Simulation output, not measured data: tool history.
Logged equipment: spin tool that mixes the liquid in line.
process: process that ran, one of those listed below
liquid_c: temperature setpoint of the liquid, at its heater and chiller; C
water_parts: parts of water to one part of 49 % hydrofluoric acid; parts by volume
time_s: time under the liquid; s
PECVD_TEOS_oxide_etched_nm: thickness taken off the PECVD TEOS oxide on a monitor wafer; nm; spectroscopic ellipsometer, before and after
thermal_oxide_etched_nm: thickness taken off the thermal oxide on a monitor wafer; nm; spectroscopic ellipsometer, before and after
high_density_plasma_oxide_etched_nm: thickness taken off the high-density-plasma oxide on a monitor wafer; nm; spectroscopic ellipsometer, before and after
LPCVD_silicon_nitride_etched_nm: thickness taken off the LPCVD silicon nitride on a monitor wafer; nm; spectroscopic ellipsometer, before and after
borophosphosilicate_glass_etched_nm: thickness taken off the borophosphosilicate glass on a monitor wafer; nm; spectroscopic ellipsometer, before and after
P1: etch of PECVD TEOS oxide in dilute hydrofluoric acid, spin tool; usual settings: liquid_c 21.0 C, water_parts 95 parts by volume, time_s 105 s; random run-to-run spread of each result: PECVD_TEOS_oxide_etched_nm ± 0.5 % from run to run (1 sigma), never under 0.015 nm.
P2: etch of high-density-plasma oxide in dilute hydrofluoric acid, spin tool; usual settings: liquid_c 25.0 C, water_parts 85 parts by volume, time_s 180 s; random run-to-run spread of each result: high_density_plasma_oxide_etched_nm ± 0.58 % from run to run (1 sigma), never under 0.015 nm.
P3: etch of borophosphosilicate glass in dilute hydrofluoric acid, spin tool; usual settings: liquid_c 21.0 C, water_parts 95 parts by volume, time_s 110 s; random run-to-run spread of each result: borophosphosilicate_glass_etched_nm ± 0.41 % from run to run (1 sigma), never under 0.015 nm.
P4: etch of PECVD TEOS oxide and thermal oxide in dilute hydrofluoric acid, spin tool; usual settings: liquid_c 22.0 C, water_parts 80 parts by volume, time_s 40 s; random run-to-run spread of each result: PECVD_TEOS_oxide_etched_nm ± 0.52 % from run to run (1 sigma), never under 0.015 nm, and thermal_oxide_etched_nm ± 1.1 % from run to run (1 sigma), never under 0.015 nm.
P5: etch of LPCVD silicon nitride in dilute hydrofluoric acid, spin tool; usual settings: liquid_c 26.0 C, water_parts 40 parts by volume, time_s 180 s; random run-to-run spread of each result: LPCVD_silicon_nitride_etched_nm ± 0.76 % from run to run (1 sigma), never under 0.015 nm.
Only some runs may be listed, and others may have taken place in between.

run,hour,process,liquid_c,water_parts,time_s,hours since the thermometer was replaced,hours since the hydrofluoric acid flow meter was replaced,PECVD_TEOS_oxide_etched_nm,thermal_oxide_etched_nm,high_density_plasma_oxide_etched_nm,LPCVD_silicon_nitride_etched_nm,borophosphosilicate_glass_etched_nm
1,11.1,P1,21.0,95,105,1758.0,561.4,20.2360,,,,
2,25.9,P4,22.0,80,40,1772.8,576.2,11.6220,2.1477,,,
3,35.2,P4,22.0,80,80,1782.1,585.5,23.3080,4.3757,,,
4,51.9,P1,25.0,95,15,1798.8,602.2,3.4041,,,,
5,68.9,P4,26.0,80,40,1815.8,619.2,13.5250,2.5513,,,
6,86.0,P4,22.0,80,40,1832.9,636.3,11.6390,2.1578,,,
7,99.2,P2,19.5,85,180,1846.1,649.5,,,12.2410,,
8,113.0,P2,25.0,85,180,1859.9,663.3,,,15.2610,,
9,124.1,P5,29.5,40,180,1871.0,674.4,,,,3.4598,
10,136.5,P5,26.0,40,70,1883.4,686.8,,,,1.0473,
11,153.2,P1,26.0,95,150,1900.1,703.5,35.1670,,,,
12,165.1,P1,21.0,95,105,1912.0,715.4,20.1680,,,,
13,173.1,P1,21.0,95,105,1920.0,723.4,20.0780,,,,
14,186.3,P1,21.0,95,105,1933.2,736.6,20.1430,,,,
15,199.5,P5,26.0,25,180,1946.4,749.8,,,,4.2901,
16,207.1,P1,21.0,170,105,1954.0,757.4,10.3770,,,,
17,218.7,P3,21.0,95,30,1965.6,769.0,,,,,14.557
18,230.5,P1,27.5,95,15,1977.4,780.8,3.7496,,,,
19,245.4,P3,17.0,95,110,1992.3,795.7,,,,,44.913
20,260.9,P2,25.0,85,260,2007.8,811.2,,,22.2500,,
21,276.8,P1,21.0,95,15,2023.7,827.1,2.8887,,,,
22,288.4,P1,17.0,95,105,2035.3,838.7,17.1330,,,,
23,303.4,P1,21.0,95,105,2050.3,853.7,20.2760,,,,
24,315.0,P3,21.0,95,110,2061.9,865.3,,,,,53.512
25,332.1,P4,22.0,45,40,2079.0,882.4,21.5720,4.0089,,,
26,344.5,P2,25.0,125,180,2091.4,894.8,,,9.9315,,
27,353.8,P1,25.5,95,105,2100.7,904.1,24.2240,,,,
28,364.6,P5,26.0,40,180,2111.5,914.9,,,,2.7073,
29,374.9,P1,21.0,50,105,2121.8,925.2,40.5990,,,,
30,384.8,P1,21.0,95,160,2131.7,935.1,30.7390,,,,
31,401.6,P3,21.0,35,110,2148.5,951.9,,,,,153.570
32,418.6,P1,21.0,95,105,2165.5,968.9,20.2100,,,,

What does the tool deliver on the next run?
33,430.7,P1,21.0,95,105,2177.6,981.0,?,,,,

PECVD_TEOS_oxide_etched_nm: 20.1980 nm
